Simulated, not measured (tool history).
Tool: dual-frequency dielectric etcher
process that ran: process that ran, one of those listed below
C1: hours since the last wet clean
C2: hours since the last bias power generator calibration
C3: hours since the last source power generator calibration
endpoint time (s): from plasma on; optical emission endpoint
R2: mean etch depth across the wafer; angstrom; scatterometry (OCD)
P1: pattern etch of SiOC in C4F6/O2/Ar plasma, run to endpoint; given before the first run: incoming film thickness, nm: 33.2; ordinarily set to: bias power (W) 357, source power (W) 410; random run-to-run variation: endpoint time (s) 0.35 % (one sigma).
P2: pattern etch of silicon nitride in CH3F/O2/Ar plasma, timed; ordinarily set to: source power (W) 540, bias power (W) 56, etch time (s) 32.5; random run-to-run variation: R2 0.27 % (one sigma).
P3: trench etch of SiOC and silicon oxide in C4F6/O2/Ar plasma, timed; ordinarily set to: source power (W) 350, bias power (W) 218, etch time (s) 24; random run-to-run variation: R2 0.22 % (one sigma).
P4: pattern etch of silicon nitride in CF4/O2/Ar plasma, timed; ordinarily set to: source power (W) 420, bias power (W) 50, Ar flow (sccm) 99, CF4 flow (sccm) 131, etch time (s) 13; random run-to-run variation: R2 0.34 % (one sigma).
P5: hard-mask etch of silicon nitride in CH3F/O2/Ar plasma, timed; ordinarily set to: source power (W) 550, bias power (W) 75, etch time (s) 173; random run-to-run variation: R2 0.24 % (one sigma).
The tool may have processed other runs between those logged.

run 1 hour=5.8 | process_that_ran=P1 bias_power_(W)=357 source_power_(W)=410 | C1=348.8 C2=1410 C3=1244 | endpoint_time_(s)=12.385
run 2 hour=13.2 | process_that_ran=P3 bias_power_(W)=218 source_power_(W)=350 etch_time_(s)=18 | C1=356.2 C2=1417.4 C3=1251.4 | R2=354.4
run 3 hour=23.5 | process_that_ran=P5 bias_power_(W)=75 source_power_(W)=380 etch_time_(s)=173 | C1=366.5 C2=1427.7 C3=1261.7 | R2=1182.6
run 4 hour=34.4 | process_that_ran=P1 bias_power_(W)=357 source_power_(W)=500 | C1=377.4 C2=1438.6 C3=1272.6 | endpoint_time_(s)=11.387
run 5 hour=40.9 | process_that_ran=P1 bias_power_(W)=357 source_power_(W)=410 | C1=383.9 C2=1445.1 C3=1279.1 | endpoint_time_(s)=12.402
run 6 hour=46.5 | process_that_ran=P3 bias_power_(W)=262 source_power_(W)=350 etch_time_(s)=24 | C1=389.5 C2=1450.7 C3=1284.7 | R2=504.32
run 7 hour=54.6 | process_that_ran=P2 bias_power_(W)=56 source_power_(W)=540 etch_time_(s)=40 | C1=397.6 C2=1458.8 C3=1292.8 | R2=280.38
run 8 hour=62.2 | process_that_ran=P4 bias_power_(W)=50 source_power_(W)=260 etch_time_(s)=13 Ar_flow_(sccm)=99 CF4_flow_(sccm)=131 | C1=405.2 C2=1466.4 C3=1300.4 | R2=147.04
run 9 hour=71.8 | process_that_ran=P1 bias_power_(W)=281 source_power_(W)=410 | C1=414.8 C2=1476 C3=1310 | endpoint_time_(s)=13.36
run 10 hour=78.2 | process_that_ran=P1 bias_power_(W)=357 source_power_(W)=410 | C1=421.2 C2=1482.4 C3=1316.4 | endpoint_time_(s)=12.335
run 11 hour=83.4 | process_that_ran=P4 bias_power_(W)=50 source_power_(W)=420 etch_time_(s)=13 Ar_flow_(sccm)=99 CF4_flow_(sccm)=171 | C1=426.4 C2=1487.6 C3=1321.6 | R2=229.61
run 12 hour=89.6 | process_that_ran=P1 bias_power_(W)=357 source_power_(W)=290 | C1=432.6 C2=1493.8 C3=1327.8 | endpoint_time_(s)=14.059
run 13 hour=97.2 | process_that_ran=P5 bias_power_(W)=75 source_power_(W)=550 etch_time_(s)=239.5 | C1=440.2 C2=1501.4 C3=1335.4 | R2=1879
run 14 hour=104.4 | process_that_ran=P4 bias_power_(W)=37 source_power_(W)=420 etch_time_(s)=13 Ar_flow_(sccm)=99 CF4_flow_(sccm)=131 | C1=447.4 C2=1508.6 C3=1342.6 | R2=201.99
run 15 hour=112 | process_that_ran=P2 bias_power_(W)=56 source_power_(W)=540 etch_time_(s)=32.5 | C1=455 C2=1516.2 C3=1350.2 | R2=228.99
run 16 hour=121.1 | process_that_ran=P2 bias_power_(W)=56 source_power_(W)=700 etch_time_(s)=32.5 | C1=464.1 C2=1525.3 C3=1359.3 | R2=251.4
run 17 hour=128.3 | process_that_ran=P4 bias_power_(W)=50 source_power_(W)=420 etch_time_(s)=7 Ar_flow_(sccm)=99 CF4_flow_(sccm)=131 | C1=471.3 C2=1532.5 C3=1366.5 | R2=120.63
run 18 hour=138.3 | process_that_ran=P2 bias_power_(W)=42 source_power_(W)=540 etch_time_(s)=32.5 | C1=481.3 C2=1542.5 C3=1376.5 | R2=208.92
run 19 hour=147.5 | process_that_ran=P1 bias_power_(W)=493 source_power_(W)=490 | C1=490.5 C2=1551.7 C3=1385.7 | endpoint_time_(s)=10.229
run 20 hour=154.2 | process_that_ran=P4 bias_power_(W)=50 source_power_(W)=420 etch_time_(s)=13 Ar_flow_(sccm)=129 CF4_flow_(sccm)=131 | C1=497.2 C2=1558.4 C3=1392.4 | R2=216.77
run 21 hour=161.6 | process_that_ran=P1 bias_power_(W)=431 source_power_(W)=410 | C1=504.6 C2=1565.8 C3=1399.8 | endpoint_time_(s)=11.545
run 22 hour=172.7 | process_that_ran=P3 bias_power_(W)=218 source_power_(W)=350 etch_time_(s)=24 | C1=515.7 C2=1576.9 C3=1410.9 | R2=473.89
run 23 hour=177.9 | process_that_ran=P3 bias_power_(W)=218 source_power_(W)=200 etch_time_(s)=24 | C1=520.9 C2=1582.1 C3=1416.1 | R2=383.54
run 24 hour=186.6 | process_that_ran=P4 bias_power_(W)=50 source_power_(W)=420 etch_time_(s)=13 Ar_flow_(sccm)=99 CF4_flow_(sccm)=131 | C1=529.6 C2=1590.8 C3=1424.8 | R2=223.18
run 25 hour=192.9 | process_that_ran=P3 bias_power_(W)=218 source_power_(W)=350 etch_time_(s)=24 | C1=535.9 C2=1597.1 C3=1431.1 | R2=474.11
run 26 hour=202 | process_that_ran=P5 bias_power_(W)=89 source_power_(W)=550 etch_time_(s)=173 | C1=545 C2=1606.2 C3=1440.2 | R2=1436.7
run 27 hour=208.1 | process_that_ran=P1 bias_power_(W)=357 source_power_(W)=410 | C1=551.1 C2=1612.3 C3=1446.3 | endpoint_time_(s)=12.328
run 28 hour=214.4 | process_that_ran=P1 bias_power_(W)=357 source_power_(W)=410 | C1=557.4 C2=1618.6 C3=1452.6 | endpoint_time_(s)=12.357
run 29 hour=219.4 | process_that_ran=P2 bias_power_(W)=56 source_power_(W)=540 etch_time_(s)=32.5 | C1=562.4 C2=1623.6 C3=1457.6 | R2=228.45
run 30 hour=226.4 | process_that_ran=P5 bias_power_(W)=75 source_power_(W)=550 etch_time_(s)=173 | C1=569.4 C2=1630.6 C3=1464.6 | R2=1357.5
run 31 hour=235.7 | process_that_ran=P1 bias_power_(W)=357 source_power_(W)=410 | C1=578.7 C2=1639.9 C3=1473.9 | endpoint_time_(s)=12.366
run 32 hour=246.2 | process_that_ran=P1 bias_power_(W)=357 source_power_(W)=410 | C1=589.2 C2=1650.4 C3=1484.4 | endpoint_time_(s)=12.431
run 33 hour=251 | process_that_ran=P1 bias_power_(W)=357 source_power_(W)=410 | C1=594 C2=1655.2 C3=1489.2 | endpoint_time_(s)=12.499
run 34 hour=258.4 | process_that_ran=P1 bias_power_(W)=357 source_power_(W)=410 | C1=601.4 C2=1662.6 C3=1496.6 | endpoint_time_(s)=12.394
run 35 hour=269.5 | process_that_ran=P1 bias_power_(W)=357 source_power_(W)=410 | C1=612.5 C2=1673.7 C3=1507.7 | endpoint_time_(s)=12.569
-- hour=273 wet clean of the chamber
run 36 hour=274.5 | process_that_ran=P1 bias_power_(W)=357 source_power_(W)=410 | C1=1.5 C2=1678.7 C3=1512.7 | endpoint_time_(s)=12.518
run 37 hour=284.6 | process_that_ran=P1 bias_power_(W)=357 source_power_(W)=410 | C1=11.6 C2=1688.8 C3=1522.8 | endpoint_time_(s)=12.587
run 38 hour=289.6 | process_that_ran=P1 bias_power_(W)=357 source_power_(W)=410 | C1=16.6 C2=1693.8 C3=1527.8 | endpoint_time_(s)=12.556
run 39 hour=296.5 | process_that_ran=P1 bias_power_(W)=357 source_power_(W)=410 | C1=23.5 C2=1700.7 C3=1534.7 | endpoint_time_(s)=12.576
run 40 hour=307.4 | process_that_ran=P1 bias_power_(W)=357 source_power_(W)=410 | C1=34.4 C2=1711.6 C3=1545.6 | endpoint_time_(s)=12.556

Compared with where it was, what P1 gives has crept away. Each cause listed below fits the log as well as the rest, at the size given for it:
A: source power that arrives under what is set, % = 4.58
B: bias power that arrives under what is set, % = 4.87
At approximately hour 235.7, the process output began to creep.
Why every other cause is out:
chamber walls in a state that lowers the etch rate, %: maintenance at hour 273, after the shift began, did not return the process to its former output

Below are 4 check runs, each averaged over 2 wafers, with their results shown as question marks. Which of them would give clearly different results depending on which cause is behind the drift?
run check 1 hour=318.3 | process_that_ran=P5 bias_power_(W)=75 source_power_(W)=550 etch_time_(s)=173 | R2=?
run check 2 hour=318.3 | process_that_ran=P3 bias_power_(W)=218 source_power_(W)=350 etch_time_(s)=24 | R2=?
run check 3 hour=318.3 | process_that_ran=P2 bias_power_(W)=56 source_power_(W)=540 etch_time_(s)=32.5 | R2=?
run check 4 hour=318.3 | process_that_ran=P4 bias_power_(W)=50 source_power_(W)=420 etch_time_(s)=13 Ar_flow_(sccm)=99 CF4_flow_(sccm)=131 | R2=?

Check results expected under each cause:
check=check_1 result=R2 if_A=1332.8 if_B=1334.2
check=check_2 result=R2 if_A=465.06 if_B=465.74
check=check_3 result=R2 if_A=223.8 if_B=224.4
check=check_4 result=R2 if_A=214.62 if_B=219.56
Smallest distance between any two causes, each pair judged by its most separating result, in per cent: check 1 0.11 %; check 2 0.15 %; check 3 0.27 %; check 4 2.27 %
Only in check 4 would the causes give clearly different results; in the remaining checks their results would be nearly the same.

The results of check 4 are: R2 214.85 angstrom. Based on these, which of the listed causes is it?

A is the cause: source power that arrives under what is set, %.

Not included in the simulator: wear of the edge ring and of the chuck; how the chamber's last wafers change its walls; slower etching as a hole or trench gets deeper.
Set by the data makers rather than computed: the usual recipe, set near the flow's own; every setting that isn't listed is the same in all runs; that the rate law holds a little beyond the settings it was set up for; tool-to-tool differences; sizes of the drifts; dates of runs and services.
